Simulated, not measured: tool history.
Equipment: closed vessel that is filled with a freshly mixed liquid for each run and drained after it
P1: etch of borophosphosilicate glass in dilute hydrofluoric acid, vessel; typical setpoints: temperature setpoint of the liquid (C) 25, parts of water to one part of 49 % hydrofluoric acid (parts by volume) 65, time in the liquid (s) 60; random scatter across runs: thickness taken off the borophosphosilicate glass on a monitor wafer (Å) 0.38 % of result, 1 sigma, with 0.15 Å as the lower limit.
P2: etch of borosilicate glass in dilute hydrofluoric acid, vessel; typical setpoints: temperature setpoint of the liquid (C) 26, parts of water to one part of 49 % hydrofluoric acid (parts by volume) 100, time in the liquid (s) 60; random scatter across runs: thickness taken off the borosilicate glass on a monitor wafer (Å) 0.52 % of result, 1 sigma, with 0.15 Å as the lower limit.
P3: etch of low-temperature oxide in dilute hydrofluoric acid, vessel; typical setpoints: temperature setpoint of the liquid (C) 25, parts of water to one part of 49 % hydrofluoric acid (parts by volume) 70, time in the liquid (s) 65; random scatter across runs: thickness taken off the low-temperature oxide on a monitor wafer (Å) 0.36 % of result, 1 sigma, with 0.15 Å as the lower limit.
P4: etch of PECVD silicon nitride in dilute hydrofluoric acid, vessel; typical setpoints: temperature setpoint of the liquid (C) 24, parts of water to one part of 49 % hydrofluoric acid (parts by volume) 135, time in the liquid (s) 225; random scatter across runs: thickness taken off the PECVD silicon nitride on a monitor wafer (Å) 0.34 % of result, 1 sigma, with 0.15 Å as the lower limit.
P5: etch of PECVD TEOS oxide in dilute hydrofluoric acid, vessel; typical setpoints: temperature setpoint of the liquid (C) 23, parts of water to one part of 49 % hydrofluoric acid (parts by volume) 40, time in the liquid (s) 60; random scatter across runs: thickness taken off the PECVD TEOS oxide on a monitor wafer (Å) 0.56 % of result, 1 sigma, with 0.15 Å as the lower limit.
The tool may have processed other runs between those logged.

run	hour	process that ran	temperature setpoint of the liquid (C)	parts of water to one part of 49 % hydrofluoric acid (parts by volume)	time in the liquid (s)	hours since the thermometer was replaced	hours since the hydrofluoric acid flow meter was replaced	thickness taken off the borophosphosilicate glass on a monitor wafer (Å)	thickness taken off the PECVD TEOS oxide on a monitor wafer (Å)	thickness taken off the PECVD silicon nitride on a monitor wafer (Å)	thickness taken off the low-temperature oxide on a monitor wafer (Å)	thickness taken off the borosilicate glass on a monitor wafer (Å)
1	4.8	P1	25	65	60	1750.3	267.0	524.73				
2	9.3	P5	23	20	60	1754.8	271.5		463.04			
3	15.0	P4	24	220	225	1760.5	277.2			58.464		
4	22.6	P3	25	70	30	1768.1	284.8				49.249	
5	31.2	P1	18	90	60	1776.7	293.4	275.11				
6	40.7	P4	24	135	225	1786.2	302.9			94.272		
7	47.3	P2	26	100	95	1792.8	309.5					164.550
8	54.0	P5	23	40	60	1799.5	316.2		226.59			
9	63.6	P1	25	65	30	1809.1	325.8	261.95				
10	72.8	P2	21	100	60	1818.3	335.0					85.413
11	80.4	P1	25	65	105	1825.9	342.6	912.53				
12	90.6	P1	18	65	60	1836.1	352.8	390.37				
13	100.1	P1	25	30	60	1845.6	362.3	1181.30				
14	108.3	P4	24	135	415	1853.8	370.5			173.100		
15	116.0	P1	25	90	60	1861.5	378.2	367.19				
16	121.2	P3	25	70	65	1866.7	383.4				106.540	
17	126.3	P1	25	65	60	1871.8	388.5	519.50				
18	135.2	P5	17	40	60	1880.7	397.4		175.48			
19	142.6	P4	20	135	225	1888.1	404.8			72.128		

Estimate the outcome of run 20 from the log above:
20	148.2	P2	26	45	60	1893.7	410.4					?

Run 20 measured thickness taken off the borosilicate glass on a monitor wafer (Å) 249.790.
